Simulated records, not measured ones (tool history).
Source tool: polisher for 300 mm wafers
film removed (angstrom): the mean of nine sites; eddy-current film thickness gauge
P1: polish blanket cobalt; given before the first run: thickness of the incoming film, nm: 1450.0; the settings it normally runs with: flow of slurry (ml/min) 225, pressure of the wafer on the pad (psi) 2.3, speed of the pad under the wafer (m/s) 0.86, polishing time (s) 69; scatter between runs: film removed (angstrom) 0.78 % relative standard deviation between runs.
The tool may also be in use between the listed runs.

run   hour  flow of slurry (ml/min)  pressure of the wafer on the pad (psi)  speed of the pad under the wafer (m/s)  polishing time (s)  wafers polished on this pad  hours since the slurry nozzle was cleaned  hours since the head pressure was calibrated  film removed (angstrom)
  1   10.2                      225                                     2.3                                    0.86                  69                         1156                                      697.6                                         310.6                   3445.6
  2   24.6                      225                                     2.3                                    1.34                  69                         1243                                        712                                           325                     5406
  3   32.5                      225                                     2.3                                    0.86                  69                         1290                                      719.9                                         332.9                   3462.9
      36.5  -- worn pad replaced by a new one
  4     42                      225                                     2.3                                    0.86                  69                           33                                      729.4                                         342.4                   3418.7
  5   54.3                      225                                     2.3                                     0.4                  69                          107                                      741.7                                         354.7                   1597.6
  6   61.4                      225                                     3.6                                    0.86                  69                          150                                      748.8                                         361.8                   5398.8
  7   72.7                      225                                     2.3                                    0.86                  69                          218                                      760.1                                         373.1                   3462.3
  8   79.7                      225                                     2.3                                    0.86                  69                          260                                      767.1                                         380.1                   3472.7
  9   93.1                      225                                     2.3                                    0.86                  31                          341                                      780.5                                         393.5                   1558.9
 10  100.6                      225                                     1.3                                    0.86                  69                          386                                        788                                           401                   1941.6
     105.2  -- slurry nozzle cleaned
 11  113.8                      350                                     2.3                                    0.86                  34                          466                                        8.6                                         414.2                   1768.9
 12  128.2                      135                                     2.3                                    0.86                  69                          553                                         23                                         428.6                   3211.3
 13  136.2                      290                                     2.3                                    0.86                  46                          601                                         31                                         436.6                   2382.8
 14  143.8                      225                                       3                                    0.86                 100                          647                                       38.6                                         444.2                   6516.9
 15  150.5                      330                                     2.3                                    0.86                  69                          688                                       45.3                                         450.9                     3567
 16  160.8                      225                                     2.3                                    0.86                  69                          750                                       55.6                                         461.2                   3448.8
 17  167.7                      225                                     2.3                                    0.86                 108                          792                                       62.5                                         468.1                   5402.6
 18  177.7                      225                                     2.3                                    0.86                  69                          852                                       72.5                                         478.1                   3413.7
 19  191.9                      225                                     2.3                                    0.86                  69                          938                                       86.7                                         492.3                   3461.9
 20  203.7                      225                                     2.3                                    0.86                  69                         1009                                       98.5                                         504.1                   3311.5
 21    218                      225                                     2.3                                    0.86                  69                         1095                                      112.8                                         518.4                   3336.3
     224.9  -- worn pad replaced by a new one
 22  230.3                      225                                     2.3                                    0.86                  69                           32                                      125.1                                         530.7                   3259.2
 23  241.4                      225                                     2.3                                    0.86                  69                           99                                      136.2                                         541.8                   3269.4
 24  249.9                      225                                     2.3                                    0.86                  69                          150                                      144.7                                         550.3                   3302.4
 25  261.8                      225                                     2.3                                    0.86                  69                          222                                      156.6                                         562.2                   3272.6

P1 has crept away from where it was. The log is fitted equally well by each of these 2 causes, at the sizes shown:
A: slurry flow missing at the pad, % = 31
B: head's pressure below its setpoint, % = 5.11
The onset of the drift is placed at about hour 191.9.
Excluded causes, each with its reason:
removal rate lost through wear of the pad, %: serviced after onset, at hour 224.9, with no recovery of the prior output

4 check runs are offered, each on 5 wafers whose results are averaged, their results left as question marks. Which one tells the causes apart?
check 1  273.7                      225                                     2.3                                    1.22                 105                                                                                                                                              ?
check 2  273.7                      135                                     2.3                                    0.52                  69                                                                                                                                              ?
check 3  273.7                      270                                     2.3                                    1.32                  69                                                                                                                                              ?
check 4  273.7                      225                                     2.3                                     0.4                  31                                                                                                                                              ?

How each check would come out, cause by cause:
  check                   result    if A    if B
check 1  film removed (angstrom)  7051.8  7051.4
check 2  film removed (angstrom)    1772  1828.1
check 3  film removed (angstrom)  5156.3  5113.6
check 4  film removed (angstrom)  682.61  682.57
Per check, the gap between the least separated pair of causes, taken in the result that splits them most: check 1 0.01 %; check 2 3.12 %; check 3 0.83 %; check 4 0.01 %
Check 2 is the one run that separates the causes; every other check would come out nearly the same whichever cause is at work.

Check 2 was then run and gave: film removed (angstrom) 1830.8. Which cause is it?

The cause is B: head's pressure below its setpoint, %.
